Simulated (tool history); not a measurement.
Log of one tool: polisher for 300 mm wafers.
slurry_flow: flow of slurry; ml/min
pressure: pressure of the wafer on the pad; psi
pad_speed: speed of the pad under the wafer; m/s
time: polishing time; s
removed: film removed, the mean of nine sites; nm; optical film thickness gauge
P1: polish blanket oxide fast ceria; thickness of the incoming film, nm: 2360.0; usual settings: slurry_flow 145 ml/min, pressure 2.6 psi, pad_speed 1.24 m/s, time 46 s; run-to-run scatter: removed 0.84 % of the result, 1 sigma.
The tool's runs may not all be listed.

run	hour	slurry_flow	pressure	pad_speed	time	wafers polished on this pad	hours since the slurry nozzle was cleaned	hours since the head pressure was calibrated	removed
1	9.2	145	2.6	1.24	46	295	451	155.4	824.76
2	16.2	200	2.6	1.24	46	367	458	162.4	882.81
3	27.8	145	1.2	1.24	46	486	469.6	174	380.5
4	42.6	145	2.6	1.24	46	638	484.4	188.8	832.06
5	53.7	145	2.6	1.24	28	752	495.5	199.9	506.51
6	66.5	145	2.6	1.24	46	884	508.3	212.7	839.36
7	76.2	145	2.6	1.24	46	983	518	222.4	822.56
8	83.4	145	2.6	0.78	46	1057	525.2	229.6	522.96
# hour 86.6: worn pad replaced by a new one
9	92.2	220	2.6	1.64	46	58	534	238.4	1184.2
10	103.2	85	2.6	1.24	46	171	545	249.4	727.93
11	114.2	145	2.6	1.88	46	284	556	260.4	1247.1
12	121.5	145	3.6	0.94	46	359	563.3	267.7	876.8
13	134.4	145	1.9	0.66	46	491	576.2	280.6	324.81
14	146.2	145	3.9	1.24	46	613	588	292.4	1253.7
15	161.3	145	2.6	1.24	67	768	603.1	307.5	1204.9
16	172	145	2.6	1.24	46	878	613.8	318.2	830.2
17	181	145	2.6	1.24	46	970	622.8	327.2	813.28
18	189.5	145	2.6	1.24	46	1058	631.3	335.7	789.44
19	198.7	145	2.6	1.24	46	1152	640.5	344.9	767.31
20	208.6	145	2.6	1.24	46	1254	650.4	354.8	773.06

Forecast run 21:
# hour 219.4: worn pad replaced by a new one
21	220.9	145	2.6	1.24	46	15	662.7	367.1	?

{"run 21": {"removed": 769.06}}
